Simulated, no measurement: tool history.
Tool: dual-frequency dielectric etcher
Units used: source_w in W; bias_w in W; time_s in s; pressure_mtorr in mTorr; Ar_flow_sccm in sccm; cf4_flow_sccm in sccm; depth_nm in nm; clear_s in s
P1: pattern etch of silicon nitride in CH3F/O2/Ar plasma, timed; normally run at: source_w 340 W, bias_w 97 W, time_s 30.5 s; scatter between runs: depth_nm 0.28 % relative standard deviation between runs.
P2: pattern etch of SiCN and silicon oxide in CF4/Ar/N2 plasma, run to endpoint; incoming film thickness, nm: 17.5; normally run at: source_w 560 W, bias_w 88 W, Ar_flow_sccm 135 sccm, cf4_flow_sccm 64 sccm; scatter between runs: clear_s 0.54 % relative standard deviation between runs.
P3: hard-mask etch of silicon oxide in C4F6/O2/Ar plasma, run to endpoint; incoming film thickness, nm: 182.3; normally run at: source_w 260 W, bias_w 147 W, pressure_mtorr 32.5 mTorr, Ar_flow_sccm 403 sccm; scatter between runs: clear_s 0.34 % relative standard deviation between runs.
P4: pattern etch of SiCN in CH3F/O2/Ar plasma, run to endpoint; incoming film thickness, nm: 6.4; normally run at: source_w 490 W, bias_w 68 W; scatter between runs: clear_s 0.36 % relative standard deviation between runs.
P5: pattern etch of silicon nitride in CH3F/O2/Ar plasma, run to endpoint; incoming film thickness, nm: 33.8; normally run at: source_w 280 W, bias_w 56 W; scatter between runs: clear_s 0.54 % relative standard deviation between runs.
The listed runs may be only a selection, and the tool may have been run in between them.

run,hour,process,source_w,bias_w,time_s,pressure_mtorr,Ar_flow_sccm,cf4_flow_sccm,hours since the last wet clean,hours since the last source power generator calibration,hours since the last bias power generator calibration,depth_nm,clear_s
1,2.1,P1,340,97,30.5,,,,338.8,565.2,676.9,22.378,
2,4.6,P1,340,97,24,,,,341.3,567.7,679.4,17.761,
3,8.3,P1,340,97,30.5,,,,345,571.4,683.1,22.334,
4,11.9,P3,340,147,,32.5,403,,348.6,575,686.7,,66.493
5,14.8,P2,560,88,,,135,90,351.5,577.9,689.6,,15.892
6,17,P1,340,70,30.5,,,,353.7,580.1,691.8,20.01,
7,19.1,P1,340,97,30.5,,,,355.8,582.2,693.9,22.48,
8,22.9,P2,560,88,,,86,64,359.6,586,697.7,,15.661
9,25.3,P4,300,68,,,,,362,588.4,700.1,,19.611
10,29,P3,260,147,,32.5,323,,365.7,592.1,703.8,,71.68
11,32,P2,410,88,,,135,64,368.7,595.1,706.8,,21.884
# hour 32.1: source power generator calibrated
12,34.4,P1,270,97,20,,,,371.1,2.4,709.2,13.457,
13,37.8,P5,280,56,,,,,374.5,5.8,712.6,,59.469
14,40.3,P3,260,189,,32.5,403,,377,8.3,715.1,,68.162
15,43.3,P5,280,56,,,,,380,11.3,718.1,,59.406
16,47.1,P1,280,97,20.5,,,,383.8,15.1,721.9,14.056,
17,51.4,P2,560,52,,,135,64,388.1,19.4,726.2,,20.303
# hour 53.6: wet clean of the chamber
18,55.8,P1,340,97,37,,,,2.3,23.8,730.6,27.158,
19,58.5,P5,280,71,,,,,5,26.5,733.3,,55.501
20,61,P3,260,147,,32.5,403,,7.5,29,735.8,,73.952

Estimate the outcome of run 21 from the log above:
21,64,P5,220,56,,,,,10.5,32,738.8,,?

Run 21 yielded clear_s 65.251 s.

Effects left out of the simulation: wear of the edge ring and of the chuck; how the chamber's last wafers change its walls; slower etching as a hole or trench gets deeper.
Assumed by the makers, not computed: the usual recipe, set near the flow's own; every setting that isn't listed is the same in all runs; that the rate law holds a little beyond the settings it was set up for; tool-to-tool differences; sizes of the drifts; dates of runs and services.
